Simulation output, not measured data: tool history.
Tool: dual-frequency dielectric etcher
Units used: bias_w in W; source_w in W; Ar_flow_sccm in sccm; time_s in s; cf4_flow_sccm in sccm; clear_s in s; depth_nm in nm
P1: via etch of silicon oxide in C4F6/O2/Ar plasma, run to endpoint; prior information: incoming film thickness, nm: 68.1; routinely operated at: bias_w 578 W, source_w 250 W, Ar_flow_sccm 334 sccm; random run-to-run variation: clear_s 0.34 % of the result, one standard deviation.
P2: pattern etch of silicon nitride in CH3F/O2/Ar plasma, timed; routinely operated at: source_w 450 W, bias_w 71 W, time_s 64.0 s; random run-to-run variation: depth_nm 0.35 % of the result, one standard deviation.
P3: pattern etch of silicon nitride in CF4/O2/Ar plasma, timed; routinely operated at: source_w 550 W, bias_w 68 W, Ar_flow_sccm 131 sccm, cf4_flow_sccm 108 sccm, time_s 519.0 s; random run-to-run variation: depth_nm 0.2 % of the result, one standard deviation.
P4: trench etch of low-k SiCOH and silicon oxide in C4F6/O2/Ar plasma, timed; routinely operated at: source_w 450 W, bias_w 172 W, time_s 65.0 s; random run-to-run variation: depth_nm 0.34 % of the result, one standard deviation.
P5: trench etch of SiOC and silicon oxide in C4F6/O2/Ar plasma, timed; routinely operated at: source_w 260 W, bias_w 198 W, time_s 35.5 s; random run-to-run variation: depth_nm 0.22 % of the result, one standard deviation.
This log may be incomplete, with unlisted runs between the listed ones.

run,day,process,bias_w,source_w,Ar_flow_sccm,time_s,cf4_flow_sccm,clear_s,depth_nm
1,0.346,P1,578,250,334,,,17.342,
2,0.725,P1,366,250,334,,,20.581,
3,0.921,P2,71,450,,64.0,,,45.959
4,1.238,P1,739,250,334,,,15.736,
5,1.446,P3,68,550,131,519.0,147,,1216.300
6,1.646,P5,126,260,,35.5,,,55.761
7,1.917,P5,198,260,,35.5,,,63.859
8,2.108,P3,68,550,131,519.0,108,,1175.500
9,2.304,P5,198,260,,35.5,,,63.999
10,2.708,P3,68,550,131,285.5,108,,644.540
11,3.042,P2,71,450,,35.0,,,25.215
12,3.358,P1,676,250,242,,,15.753,
13,3.738,P3,68,740,131,519.0,108,,1516.200
14,4.042,P1,578,250,334,,,17.269,
15,4.267,P3,68,550,103,519.0,108,,1209.600
16,4.596,P3,81,550,131,519.0,108,,1261.800
17,4.871,P1,578,250,334,,,17.362,
18,5.196,P2,45,450,,64.0,,,39.717
19,5.492,P1,578,250,205,,,16.351,
20,5.842,P2,71,300,,64.0,,,39.151
21,6.262,P1,578,320,334,,,15.874,
22,6.529,P1,578,250,448,,,17.900,
23,6.771,P5,198,180,,35.5,,,55.825
24,7.125,P1,578,170,334,,,20.002,
25,7.462,P1,578,250,334,,,17.419,
26,7.662,P4,172,450,,65.0,,,215.410
27,8.071,P1,578,250,334,,,17.331,
28,8.421,P1,578,250,334,,,17.495,
29,8.812,P4,107,450,,65.0,,,187.120
30,9.046,P3,68,550,131,519.0,108,,1173.500
# day 9.204: wet clean of the chamber
31,9.438,P1,578,250,334,,,17.327,
32,9.654,P5,198,260,,46.0,,,83.082
33,10.029,P4,172,450,,36.5,,,121.170
34,10.250,P4,172,290,,65.0,,,182.220
35,10.517,P2,71,450,,64.0,,,46.126
36,10.929,P1,578,250,334,,,17.248,
37,11.167,P1,578,250,334,,,17.241,
38,11.592,P1,578,250,334,,,17.189,
39,11.817,P1,578,250,334,,,17.057,
# day 11.879: Ar flow controller replaced
40,12.150,P1,578,250,334,,,17.137,
# day 12.162: wet clean of the chamber
41,12.571,P1,578,250,334,,,17.098,
42,12.879,P1,578,250,334,,,17.024,

The log shows P1 creeping away from where it was. Any of the 2 causes listed here, at the size stated for it, fits the log just as well as the others:
A: bias power that arrives over what is set, % = 4.4
B: source power that arrives over what is set, % = 4.73
The drift started at roughly day 10.929.
Other possible causes, and why each is ruled out:
chamber walls in a state that raises the etch rate, %: serviced at day 12.162, after the drift had started, without restoring the earlier output
Ar flow that arrives under what is set, %: serviced at day 11.879, after the drift had started, without restoring the earlier output

Which of the 4 check runs listed below separates the causes, so that each cause would produce a clearly different result? Each run uses one wafer, and its results are marked with question marks.
check 1,13.188,P3,68,550,131,333.0,145,,?
check 2,13.188,P2,71,380,,64.0,,,?
check 3,13.188,P5,198,210,,35.5,,,?
check 4,13.188,P4,172,330,,47.0,,,?

How each check would come out, cause by cause:
check,result,if A,if B
check 1,depth_nm,792.890,811.530
check 2,depth_nm,43.709,43.827
check 3,depth_nm,59.911,60.095
check 4,depth_nm,140.020,140.620
How far apart the two closest causes lie, in the result that separates them most: check 1 2.32 %; check 2 0.27 %; check 3 0.31 %; check 4 0.43 %
The causes can be told apart only by check 1. The other checks would give nearly the same results under each of them.

Check 1 has now been run. It gave: depth_nm 813.790 nm. Which of the candidate causes is it?

The correct cause is B, namely: source power that arrives over what is set, %.

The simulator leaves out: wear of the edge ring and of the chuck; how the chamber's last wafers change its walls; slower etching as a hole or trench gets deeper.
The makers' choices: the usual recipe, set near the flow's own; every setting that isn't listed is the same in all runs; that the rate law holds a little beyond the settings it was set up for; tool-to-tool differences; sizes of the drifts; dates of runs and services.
